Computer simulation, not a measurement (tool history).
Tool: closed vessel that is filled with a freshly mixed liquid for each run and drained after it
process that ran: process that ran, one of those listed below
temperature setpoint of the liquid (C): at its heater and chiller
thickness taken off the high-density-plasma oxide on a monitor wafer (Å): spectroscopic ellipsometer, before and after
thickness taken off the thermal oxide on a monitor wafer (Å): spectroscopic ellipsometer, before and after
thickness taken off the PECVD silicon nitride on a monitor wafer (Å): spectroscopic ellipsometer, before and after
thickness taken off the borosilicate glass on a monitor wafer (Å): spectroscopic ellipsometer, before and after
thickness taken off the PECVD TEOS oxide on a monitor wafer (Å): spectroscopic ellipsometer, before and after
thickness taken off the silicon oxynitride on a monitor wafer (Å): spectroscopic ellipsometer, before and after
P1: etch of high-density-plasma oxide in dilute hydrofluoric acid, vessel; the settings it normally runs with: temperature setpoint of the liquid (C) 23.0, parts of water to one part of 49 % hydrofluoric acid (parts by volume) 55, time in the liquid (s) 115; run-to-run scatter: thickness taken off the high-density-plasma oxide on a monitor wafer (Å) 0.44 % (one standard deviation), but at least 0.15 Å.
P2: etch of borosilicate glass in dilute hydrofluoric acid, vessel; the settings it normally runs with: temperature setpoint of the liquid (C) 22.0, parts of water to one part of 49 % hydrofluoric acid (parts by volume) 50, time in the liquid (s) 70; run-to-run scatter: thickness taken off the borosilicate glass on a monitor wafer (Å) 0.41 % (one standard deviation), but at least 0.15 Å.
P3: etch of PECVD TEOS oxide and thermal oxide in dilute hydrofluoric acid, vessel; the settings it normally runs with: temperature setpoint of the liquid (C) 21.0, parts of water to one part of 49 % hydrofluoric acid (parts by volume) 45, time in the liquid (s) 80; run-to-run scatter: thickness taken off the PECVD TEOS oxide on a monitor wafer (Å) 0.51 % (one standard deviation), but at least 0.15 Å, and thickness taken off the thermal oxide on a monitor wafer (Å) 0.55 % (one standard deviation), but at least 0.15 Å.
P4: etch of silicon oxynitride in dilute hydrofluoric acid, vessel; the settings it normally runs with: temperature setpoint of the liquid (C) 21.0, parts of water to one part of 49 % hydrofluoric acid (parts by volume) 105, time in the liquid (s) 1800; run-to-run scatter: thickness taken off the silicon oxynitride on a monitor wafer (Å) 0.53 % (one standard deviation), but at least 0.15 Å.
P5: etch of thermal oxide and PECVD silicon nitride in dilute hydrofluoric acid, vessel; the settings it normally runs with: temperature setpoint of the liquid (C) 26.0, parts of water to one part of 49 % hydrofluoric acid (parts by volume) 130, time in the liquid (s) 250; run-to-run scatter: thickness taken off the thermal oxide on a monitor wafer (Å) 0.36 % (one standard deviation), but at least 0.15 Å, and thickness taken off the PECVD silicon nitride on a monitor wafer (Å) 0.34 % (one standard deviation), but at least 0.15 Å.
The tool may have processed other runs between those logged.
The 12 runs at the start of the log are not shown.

| run | hour | process that ran | temperature setpoint of the liquid (C) | parts of water to one part of 49 % hydrofluoric acid (parts by volume) | time in the liquid (s) | thickness taken off the high-density-plasma oxide on a monitor wafer (Å) | thickness taken off the thermal oxide on a monitor wafer (Å) | thickness taken off the PECVD silicon nitride on a monitor wafer (Å) | thickness taken off the borosilicate glass on a monitor wafer (Å) | thickness taken off the PECVD TEOS oxide on a monitor wafer (Å) | thickness taken off the silicon oxynitride on a monitor wafer (Å) |
|---|---|---|---|---|---|---|---|---|---|---|---|
| 13 | 92.8 | P1 | 23.0 | 55 | 115 | 180.660 |  |  |  |  |  |
| 14 | 98.3 | P1 | 29.0 | 55 | 115 | 231.260 |  |  |  |  |  |
| 15 | 108.4 | P3 | 21.0 | 45 | 30 |  | 32.395 |  |  | 80.093 |  |
| 16 | 117.4 | P4 | 21.0 | 190 | 1800 |  |  |  |  |  | 246.26 |
| 17 | 127.0 | P5 | 26.0 | 130 | 250 |  | 91.781 | 123.060 |  |  |  |
|  | 129.5 | hydrofluoric acid flow meter replaced |
| 18 | 134.4 | P2 | 22.0 | 50 | 30 |  |  |  | 206.25 |  |  |
| 19 | 139.6 | P1 | 17.5 | 55 | 115 | 143.350 |  |  |  |  |  |
| 20 | 147.2 | P1 | 28.5 | 55 | 165 | 321.600 |  |  |  |  |  |
| 21 | 154.4 | P3 | 25.5 | 45 | 80 |  | 104.100 |  |  | 257.620 |  |
| 22 | 162.5 | P5 | 26.0 | 210 | 250 |  | 51.936 | 75.974 |  |  |  |
| 23 | 169.9 | P1 | 23.0 | 30 | 30 | 88.424 |  |  |  |  |  |
| 24 | 175.3 | P4 | 21.0 | 105 | 1800 |  |  |  |  |  | 474.56 |
| 25 | 182.8 | P1 | 23.0 | 100 | 115 | 93.595 |  |  |  |  |  |
| 26 | 191.8 | P2 | 29.0 | 50 | 70 |  |  |  | 637.50 |  |  |
| 27 | 200.4 | P1 | 23.0 | 55 | 115 | 179.880 |  |  |  |  |  |
| 28 | 205.6 | P4 | 17.0 | 105 | 1800 |  |  |  |  |  | 389.57 |
| 29 | 215.3 | P1 | 23.0 | 55 | 115 | 178.800 |  |  |  |  |  |
| 30 | 222.2 | P1 | 23.0 | 55 | 65 | 101.790 |  |  |  |  |  |
| 31 | 227.6 | P5 | 26.0 | 130 | 250 |  | 92.732 | 123.640 |  |  |  |
| 32 | 234.6 | P1 | 23.0 | 55 | 115 | 179.710 |  |  |  |  |  |

What will run 33 give?
| 33 | 243.9 | P1 | 23.0 | 55 | 115 | ? |  |  |  |  |  |

thickness taken off the high-density-plasma oxide on a monitor wafer (Å): 172.400
